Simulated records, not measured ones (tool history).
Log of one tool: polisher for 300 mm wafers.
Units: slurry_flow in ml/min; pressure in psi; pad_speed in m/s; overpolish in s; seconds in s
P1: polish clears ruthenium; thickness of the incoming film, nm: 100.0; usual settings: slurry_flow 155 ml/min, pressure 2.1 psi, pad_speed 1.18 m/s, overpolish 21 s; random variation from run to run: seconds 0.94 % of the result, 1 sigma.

run,day,slurry_flow,pressure,pad_speed,overpolish,wafers polished on this pad,hours since the slurry nozzle was cleaned,hours since the head pressure was calibrated,seconds
1,0.300,155,2.1,1.18,21,421,280.4,585.8,79.460
2,0.604,155,1.3,1.18,21,488,287.7,593.1,125.110
3,0.788,230,2.9,1.18,21,528,292.1,597.5,54.877
4,0.975,155,2.1,1.18,33,568,296.6,602.0,78.708
5,1.267,155,2.1,1.18,21,632,303.6,609.0,78.215
6,1.562,155,2.1,1.18,21,696,310.7,616.1,77.837
7,1.933,155,2.1,1.18,21,777,319.6,625.0,79.030
8,2.275,155,2.1,1.18,21,852,327.8,633.2,79.061
9,2.529,155,2.9,1.18,21,907,333.9,639.3,58.497
10,2.896,155,2.1,1.50,21,987,342.7,648.1,61.798
11,3.071,115,2.1,1.18,34,1025,346.9,652.3,83.894
12,3.433,195,2.1,1.18,21,1104,355.6,661.0,77.684
13,3.662,155,2.1,1.18,8,1154,361.1,666.5,78.290
14,4.008,95,2.1,1.18,21,1229,369.4,674.8,88.116
15,4.283,155,2.7,0.70,21,1289,376.0,681.4,102.670
16,4.662,155,2.1,0.58,21,1372,385.1,690.5,160.000
17,5.017,155,2.1,1.18,21,1449,393.6,699.0,78.487
18,5.375,155,2.1,1.18,21,1527,402.2,707.6,78.571
19,5.712,155,2.1,1.18,21,1600,410.3,715.7,82.594
20,6.008,155,2.1,1.18,21,1665,417.4,722.8,82.854
21,6.262,155,2.1,1.18,21,1720,423.5,728.9,84.471
# day 6.392: head pressure recalibrated
22,6.525,155,2.1,1.18,21,1778,429.8,3.2,86.400
23,6.867,155,2.1,1.18,21,1852,438.0,11.4,85.100
24,7.162,155,2.1,1.18,21,1916,445.1,18.5,87.326
25,7.529,155,2.1,1.18,21,1996,453.9,27.3,85.809

What P1 gives has crept away from where it was. These 2 causes fit the log equally well, each at the size given:
A: removal rate lost through wear of the pad, % = 8.34
B: slurry flow missing at the pad, % = 34.5
The creep began at about day 5.375.
Why every other cause is out:
head's pressure below its setpoint, %: serviced at day 6.392, which brought nothing back

4 check runs are offered, each on 5 wafers whose results are averaged, their results left as question marks. Which one tells the causes apart?
check 1,7.896,155,1.6,1.18,21,,,,?
check 2,7.896,110,2.1,1.18,21,,,,?
check 3,7.896,155,1.7,1.18,21,,,,?
check 4,7.896,155,2.1,0.90,21,,,,?

What each check would give under each cause:
check,result,if A,if B
check 1,seconds,113.030,113.010
check 2,seconds,92.161,95.040
check 3,seconds,106.380,106.370
check 4,seconds,112.910,112.890
How far apart the two closest causes lie, in the result that separates them most: check 1 0.01 %; check 2 3.08 %; check 3 0.01 %; check 4 0.01 %
Only check 2 tells the causes apart: in the others they would give nearly the same result.

Check 2 was then run and gave: seconds 92.361 s. Which cause is it?

It is A: removal rate lost through wear of the pad, %.

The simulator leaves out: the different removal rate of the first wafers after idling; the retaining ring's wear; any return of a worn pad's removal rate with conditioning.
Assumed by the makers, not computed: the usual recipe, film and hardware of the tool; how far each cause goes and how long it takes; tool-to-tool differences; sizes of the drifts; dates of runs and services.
